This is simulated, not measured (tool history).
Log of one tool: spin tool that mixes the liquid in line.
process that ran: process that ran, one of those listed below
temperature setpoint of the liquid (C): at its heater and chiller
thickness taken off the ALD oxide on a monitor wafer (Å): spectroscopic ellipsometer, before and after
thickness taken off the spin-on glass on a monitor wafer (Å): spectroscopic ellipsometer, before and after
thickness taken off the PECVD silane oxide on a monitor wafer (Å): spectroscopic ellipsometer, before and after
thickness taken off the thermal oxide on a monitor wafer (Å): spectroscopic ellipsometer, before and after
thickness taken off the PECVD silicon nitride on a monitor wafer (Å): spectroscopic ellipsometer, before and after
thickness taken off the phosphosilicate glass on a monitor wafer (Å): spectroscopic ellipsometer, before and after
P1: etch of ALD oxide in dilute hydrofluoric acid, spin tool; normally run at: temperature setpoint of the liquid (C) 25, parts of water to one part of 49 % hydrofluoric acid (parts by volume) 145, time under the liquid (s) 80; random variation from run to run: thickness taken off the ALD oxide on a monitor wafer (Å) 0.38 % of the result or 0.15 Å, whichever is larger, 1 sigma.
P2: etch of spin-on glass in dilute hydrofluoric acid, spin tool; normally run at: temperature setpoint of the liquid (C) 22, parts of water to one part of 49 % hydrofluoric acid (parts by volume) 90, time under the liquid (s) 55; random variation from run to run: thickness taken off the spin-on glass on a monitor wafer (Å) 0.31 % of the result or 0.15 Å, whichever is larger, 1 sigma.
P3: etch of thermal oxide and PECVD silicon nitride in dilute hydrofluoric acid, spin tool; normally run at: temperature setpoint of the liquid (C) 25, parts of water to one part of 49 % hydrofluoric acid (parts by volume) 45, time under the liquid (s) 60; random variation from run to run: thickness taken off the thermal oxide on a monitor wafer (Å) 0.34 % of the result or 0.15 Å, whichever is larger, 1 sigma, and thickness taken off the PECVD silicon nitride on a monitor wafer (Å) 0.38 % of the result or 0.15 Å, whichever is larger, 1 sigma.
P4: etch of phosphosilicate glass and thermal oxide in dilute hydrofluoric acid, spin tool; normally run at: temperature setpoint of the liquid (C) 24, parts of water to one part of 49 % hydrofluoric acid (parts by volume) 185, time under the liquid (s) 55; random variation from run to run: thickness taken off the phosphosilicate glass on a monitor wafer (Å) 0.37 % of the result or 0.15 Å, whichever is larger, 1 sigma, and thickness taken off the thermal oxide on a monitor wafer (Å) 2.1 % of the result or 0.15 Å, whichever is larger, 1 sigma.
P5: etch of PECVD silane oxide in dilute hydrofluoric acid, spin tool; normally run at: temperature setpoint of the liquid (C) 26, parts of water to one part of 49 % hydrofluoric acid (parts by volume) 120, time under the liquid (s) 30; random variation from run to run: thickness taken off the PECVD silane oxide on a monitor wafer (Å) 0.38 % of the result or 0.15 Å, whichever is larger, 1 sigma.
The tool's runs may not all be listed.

run   hour  process that ran  temperature setpoint of the liquid (C)  parts of water to one part of 49 % hydrofluoric acid (parts by volume)  time under the liquid (s)  hours since the thermometer was replaced  hours since the hydrofluoric acid flow meter was replaced  thickness taken off the ALD oxide on a monitor wafer (Å)  thickness taken off the spin-on glass on a monitor wafer (Å)  thickness taken off the PECVD silane oxide on a monitor wafer (Å)  thickness taken off the thermal oxide on a monitor wafer (Å)  thickness taken off the PECVD silicon nitride on a monitor wafer (Å)  thickness taken off the phosphosilicate glass on a monitor wafer (Å)
  1    4.8                P1                                      25                                                                     145                         80                                     756.8                                                      411.7                                                    53.306
  2      9                P2                                      22                                                                      90                         55                                       761                                                      415.9                                                                                                                  234.31
  3   12.6                P2                                      22                                                                      20                         55                                     764.6                                                      419.5                                                                                                                  1142.4
      14.1  -- thermometer replaced
  4     15                P1                                      25                                                                     145                        135                                       0.9                                                      421.9                                                    89.513
  5   18.1                P5                                      26                                                                     120                         15                                         4                                                        425                                                                                                                                                                                     66.034
  6   20.9                P2                                      22                                                                      90                         55                                       6.8                                                      427.8                                                                                                                  232.88
  7   24.9                P1                                    19.5                                                                     145                         80                                      10.8                                                      431.8                                                    42.689
  8   27.1                P5                                      26                                                                     120                         30                                        13                                                        434                                                                                                                                                                                      133.3
  9   31.5                P3                                      25                                                                      45                         60                                      17.4                                                      438.4                                                                                                                                                                                                                                                   67.711                                                                67.496
 10   35.7                P5                                      26                                                                     215                         30                                      21.6                                                      442.6                                                                                                                                                                                     66.575
 11     38                P4                                      24                                                                     185                         15                                      23.9                                                      444.9                                                                                                                                                                                                                                                    3.502                                                                                                                                      139.97
 12   40.4                P5                                      19                                                                     120                         30                                      26.3                                                      447.3                                                                                                                                                                                      100.8
 13   44.6                P1                                      29                                                                     240                         80                                      30.5                                                      451.5                                                    33.005
 14   47.1                P1                                      25                                                                     145                         80                                        33                                                        454                                                    52.956
 15   51.5                P4                                      24                                                                     295                         55                                      37.4                                                      458.4                                                                                                                                                                                                                                                   7.0245                                                                                                                                       286.8
 16   54.2                P4                                      29                                                                     185                         55                                      40.1                                                      461.1                                                                                                                                                                                                                                                   15.365                                                                                                                                      615.07
 17   58.2                P4                                      24                                                                     185                         55                                      44.1                                                      465.1                                                                                                                                                                                                                                                   12.802                                                                                                                                      516.08
 18   61.7                P1                                      25                                                                     145                         80                                      47.6                                                      468.6                                                     52.83
 19   66.4                P3                                      25                                                                      45                         60                                      52.3                                                      473.3                                                                                                                                                                                                                                                   67.873                                                                67.321
 20   70.1                P1                                      25                                                                     230                         80                                        56                                                        477                                                    30.369
 21   74.6                P2                                      22                                                                      90                         95                                      60.5                                                      481.5                                                                                                                  402.01
 22   76.9                P4                                      24                                                                     185                         55                                      62.8                                                      483.8                                                                                                                                                                                                                                                    12.34                                                                                                                                      512.82
 23   80.8                P1                                    33.5                                                                     145                         80                                      66.7                                                      487.7                                                    72.825
 24   84.7                P3                                      25                                                                      80                         60                                      70.6                                                      491.6                                                                                                                                                                                                                                                   36.156                                                                38.459
 25   86.7                P1                                      25                                                                     145                         15                                      72.6                                                      493.6                                                    9.8878
 26   90.5                P3                                    20.5                                                                      45                         60                                      76.4                                                      497.4                                                                                                                                                                                                                                                   56.038                                                                49.681
 27   94.4                P1                                      25                                                                      65                         80                                      80.3                                                      501.3                                                    130.34
 28   98.7                P2                                    28.5                                                                      90                         55                                      84.6                                                      505.6                                                                                                                  300.42
 29  102.5                P1                                      25                                                                     145                         80                                      88.4                                                      509.4                                                    52.993
 30  105.3                P3                                      25                                                                      45                         20                                      91.2                                                      512.2                                                                                                                                                                                                                                                   22.449                                                                22.629
 31  108.6                P1                                      25                                                                     145                         80                                      94.5                                                      515.5                                                    53.436
 32  111.6                P1                                      25                                                                     145                         80                                      97.5                                                      518.5                                                    54.561
 33  116.2                P1                                      25                                                                     145                         80                                     102.1                                                      523.1                                                    56.342
 34    120                P1                                      25                                                                     145                         80                                     105.9                                                      526.9                                                    56.503
 35    124                P1                                      25                                                                     145                         80                                     109.9                                                      530.9                                                    56.892
 36  126.2                P1                                      25                                                                     145                         80                                     112.1                                                      533.1                                                    56.793
 37  130.3                P1                                      25                                                                     145                         80                                     116.2                                                      537.2                                                    57.102
 38  134.9                P1                                      25                                                                     145                         80                                     120.8                                                      541.8                                                    57.285
 39  137.9                P1                                      25                                                                     145                         80                                     123.8                                                      544.8                                                    58.024

What P1 gives has crept away from where it was. These 2 causes fit the log equally well, each at the size given:
A: hydrofluoric acid flow above the setpoint (%) = 7
B: liquid hotter than its thermometer reads (K) = 2.1
The creep began at about hour 108.6.

4 check runs are offered, one wafer each, their results left as question marks. Which one tells the causes apart?
check 1  140.9                P3                                      21                                                                      60                         60                                                                                                                                                                                                                                                                                                                                                             ?                                                                     ?
check 2  140.9                P4                                    28.5                                                                     185                         15                                                                                                                                                                                                                                                                                                                                                             ?                                                                                                                                           ?
check 3  140.9                P5                                      26                                                                     210                         15                                                                                                                                                                                                                                                                                               ?
check 4  140.9                P2                                    28.5                                                                      90                         90                                                                                                                                                                                                                            ?

What each check would give under each cause:
  check                                                                result    if A    if B
check 1          thickness taken off the thermal oxide on a monitor wafer (Å)  45.272  45.937
check 1  thickness taken off the PECVD silicon nitride on a monitor wafer (Å)  41.497  44.816
check 2          thickness taken off the thermal oxide on a monitor wafer (Å)  4.3711  4.3336
check 2  thickness taken off the phosphosilicate glass on a monitor wafer (Å)  179.55  178.02
check 3     thickness taken off the PECVD silane oxide on a monitor wafer (Å)  37.045  36.729
check 4          thickness taken off the spin-on glass on a monitor wafer (Å)  531.72  533.77
How far apart the two closest causes lie, in the result that separates them most: check 1 7.69 %; check 2 0.86 %; check 3 0.86 %; check 4 0.39 %
Only check 1 tells the causes apart: in the others they would give nearly the same result.

Check 1 was then run and gave: thickness taken off the thermal oxide on a monitor wafer (Å) 46.173; thickness taken off the PECVD silicon nitride on a monitor wafer (Å) 44.945. Which cause is it?

It is B: liquid hotter than its thermometer reads (K).
